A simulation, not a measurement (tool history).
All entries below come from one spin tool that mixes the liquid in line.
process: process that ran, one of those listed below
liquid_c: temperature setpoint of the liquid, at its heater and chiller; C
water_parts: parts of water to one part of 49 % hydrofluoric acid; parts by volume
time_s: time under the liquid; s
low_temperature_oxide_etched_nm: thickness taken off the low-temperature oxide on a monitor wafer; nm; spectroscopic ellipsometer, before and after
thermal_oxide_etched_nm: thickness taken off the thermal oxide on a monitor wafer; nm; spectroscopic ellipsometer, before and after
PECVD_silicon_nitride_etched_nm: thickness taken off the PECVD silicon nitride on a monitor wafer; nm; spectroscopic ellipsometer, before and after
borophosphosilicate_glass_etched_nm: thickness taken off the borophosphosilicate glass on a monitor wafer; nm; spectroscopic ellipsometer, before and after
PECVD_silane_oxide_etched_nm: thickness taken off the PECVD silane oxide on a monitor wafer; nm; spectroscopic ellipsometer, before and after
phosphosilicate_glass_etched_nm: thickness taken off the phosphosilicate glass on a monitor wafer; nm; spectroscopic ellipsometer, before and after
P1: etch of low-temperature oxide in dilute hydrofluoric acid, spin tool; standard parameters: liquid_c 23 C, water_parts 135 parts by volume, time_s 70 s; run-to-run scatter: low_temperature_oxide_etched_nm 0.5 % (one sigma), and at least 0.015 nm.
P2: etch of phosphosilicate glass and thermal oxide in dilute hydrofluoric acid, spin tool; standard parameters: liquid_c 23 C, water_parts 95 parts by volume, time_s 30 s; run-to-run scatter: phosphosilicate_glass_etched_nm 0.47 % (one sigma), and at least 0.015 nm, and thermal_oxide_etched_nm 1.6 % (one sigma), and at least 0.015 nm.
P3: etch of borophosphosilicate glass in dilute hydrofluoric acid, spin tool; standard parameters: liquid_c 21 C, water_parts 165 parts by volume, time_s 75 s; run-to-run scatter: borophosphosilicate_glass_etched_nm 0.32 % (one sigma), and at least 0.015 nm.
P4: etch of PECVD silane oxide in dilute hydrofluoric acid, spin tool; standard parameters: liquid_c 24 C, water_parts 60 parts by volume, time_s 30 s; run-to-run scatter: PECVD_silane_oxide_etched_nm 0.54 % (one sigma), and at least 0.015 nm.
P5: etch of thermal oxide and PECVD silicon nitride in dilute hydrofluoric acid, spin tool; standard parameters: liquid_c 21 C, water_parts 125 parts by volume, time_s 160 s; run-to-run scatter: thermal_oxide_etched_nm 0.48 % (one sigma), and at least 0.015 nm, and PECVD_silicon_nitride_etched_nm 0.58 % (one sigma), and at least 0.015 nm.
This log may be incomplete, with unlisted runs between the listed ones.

run   hour  process  liquid_c  water_parts  time_s  hours since the thermometer was replaced  hours since the hydrofluoric acid flow meter was replaced  low_temperature_oxide_etched_nm  thermal_oxide_etched_nm  PECVD_silicon_nitride_etched_nm  borophosphosilicate_glass_etched_nm  PECVD_silane_oxide_etched_nm  phosphosilicate_glass_etched_nm
  1   14.9       P1        23          135      70                                     754.8                                                      820.3                           17.036
  2   24.9       P5        21          125      20                                     764.8                                                      830.3                                                    0.6409                          0.77925
  3   39.5       P3        21          165      75                                     779.4                                                      844.9                                                                                                                          11.009
      50.2  -- hydrofluoric acid flow meter replaced
  4     52       P1        23           75      70                                     791.9                                                        1.9                           32.749
  5   63.1       P4      30.5           60      30                                       803                                                         13                                                                                                                                                        15.619
  6   71.7       P5        21          125     160                                     811.6                                                       21.6                                                    5.2139                           6.1517
  7   82.5       P2      28.5           95      30                                     822.4                                                       32.4                                                      1.72                                                                                                                               44.667
  8   93.8       P1        23          135      70                                     833.7                                                       43.7                           16.957
  9  105.5       P1        19          135      70                                     845.4                                                       55.4                           14.396
 10  115.5       P4        24           30      30                                     855.4                                                       65.4                                                                                                                                                        24.955
 11  127.8       P1        23          135      70                                     867.7                                                       77.7                           16.944
 12  137.3       P1        23          135     110                                     877.2                                                       87.2                           26.725
 13  148.7       P1        23           60     125                                     888.6                                                       98.6                            74.76
 14    162       P3        28          165      75                                     901.9                                                      111.9                                                                                                                          14.321
 15  173.6       P4        24           60      15                                     913.5                                                      123.5                                                                                                                                                        5.9954
 16  186.6       P2        23           95      30                                     926.5                                                      136.5                                                    1.3915                                                                                                                               35.962
 17  199.6       P1        29          135      70                                     939.5                                                      149.5                           21.368
 18  211.4       P2        23           95      30                                     951.3                                                      161.3                                                    1.3772                                                                                                                               35.758
 19  222.3       P3        21           30      75                                     962.2                                                      172.2                                                                                                                          70.714
 20  236.1       P3        21          165      75                                       976                                                        186                                                                                                                          11.071
 21    247       P3        21          165      15                                     986.9                                                      196.9                                                                                                                          2.2414
 22  255.3       P2        23          140      30                                     995.2                                                      205.2                                                   0.87731                                                                                                                               23.104
 23  263.4       P1        23          205      35                                    1003.3                                                      213.3                           5.1563
 24  274.4       P5        21           80     160                                    1014.3                                                      224.3                                                    8.5809                           9.5554
 25    288       P1        23          135      25                                    1027.9                                                      237.9                           6.1189
 26  300.2       P1        23          135      70                                    1040.1                                                      250.1                           17.042
 27  315.8       P1        23          135      70                                    1055.7                                                      265.7                            16.98
 28  325.1       P4        24           60      30                                      1065                                                        275                                                                                                                                                        12.078
 29  340.7       P5        17          125     160                                    1080.6                                                      290.6                                                    4.4355                           4.7333
 30    356       P2        23           95      60                                    1095.9                                                      305.9                                                    2.8043                                                                                                                               72.073
 31  368.7       P1        23          135      70                                    1108.6                                                      318.6                           16.966
 32  378.5       P1        23          135      70                                    1118.4                                                      328.4                            16.92
 33  393.5       P1        23          250      70                                    1133.4                                                      343.4                           8.1285
 34  408.9       P1        23          135      70                                    1148.8                                                      358.8                           17.061
 35  418.8       P1        23          135      70                                    1158.7                                                      368.7                           16.597
 36  433.5       P1        23          135      70                                    1173.4                                                      383.4                           16.169
 37  442.4       P1        23          135      70                                    1182.3                                                      392.3                           16.193
 38  454.9       P1        23          135      70                                    1194.8                                                      404.8                           15.859
 39  469.5       P1        23          135      70                                    1209.4                                                      419.4                           15.788
 40  478.6       P1        23          135      70                                    1218.5                                                      428.5                           15.618
 41    488       P1        23          135      70                                    1227.9                                                      437.9                           15.729
 42  495.5       P1        23          135      70                                    1235.4                                                      445.4                           15.609
 43    504       P1        23          135      70                                    1243.9                                                      453.9                           15.534
 44  511.9       P1        23          135      70                                    1251.8                                                      461.8                           15.608
 45  527.4       P1        23          135      70                                    1267.3                                                      477.3                           15.559

What P1 gives has crept off from where it sat before. The 2 causes that follow fit the log equally well, each at the size noted:
A: hydrofluoric acid flow below the setpoint (%) = 7.12
B: liquid colder than its thermometer reads (K) = 2.18
Onset of the creep was near hour 408.9.

Of the 4 check runs listed below, each run on one wafer and each result written as a question mark, which would let you distinguish the listed causes because they would give clearly different results?
check 1  542.9       P3        25          165      15                                                                                                                                                                                                                                    ?
check 2  542.9       P4        24           40      30                                                                                                                                                                                                                                                                  ?
check 3  542.9       P5        21          125      50                                                                                                                                                              ?                                ?
check 4  542.9       P2        28           95      30                                                                                                                                                              ?                                                                                                                                    ?

Expected result of each check under each candidate cause:
  check                               result    if A    if B
check 1  borophosphosilicate_glass_etched_nm  2.3584  2.3719
check 2         PECVD_silane_oxide_etched_nm  17.182  16.958
check 3              thermal_oxide_etched_nm   1.498  1.4923
check 3      PECVD_silicon_nitride_etched_nm  1.7943  1.6649
check 4              thermal_oxide_etched_nm  1.5457  1.5445
check 4      phosphosilicate_glass_etched_nm  40.246  40.215
Smallest distance between any two causes, each pair judged by its most separating result, in per cent: check 1 0.57 %; check 2 1.31 %; check 3 7.49 %; check 4 0.08 %
Only in check 3 would the causes give clearly different results; in the remaining checks their results would be nearly the same.

Then check 3 was run and gave: thermal_oxide_etched_nm 1.4767 nm; PECVD_silicon_nitride_etched_nm 1.7979 nm. Which cause is it?

The cause is A: hydrofluoric acid flow below the setpoint (%).
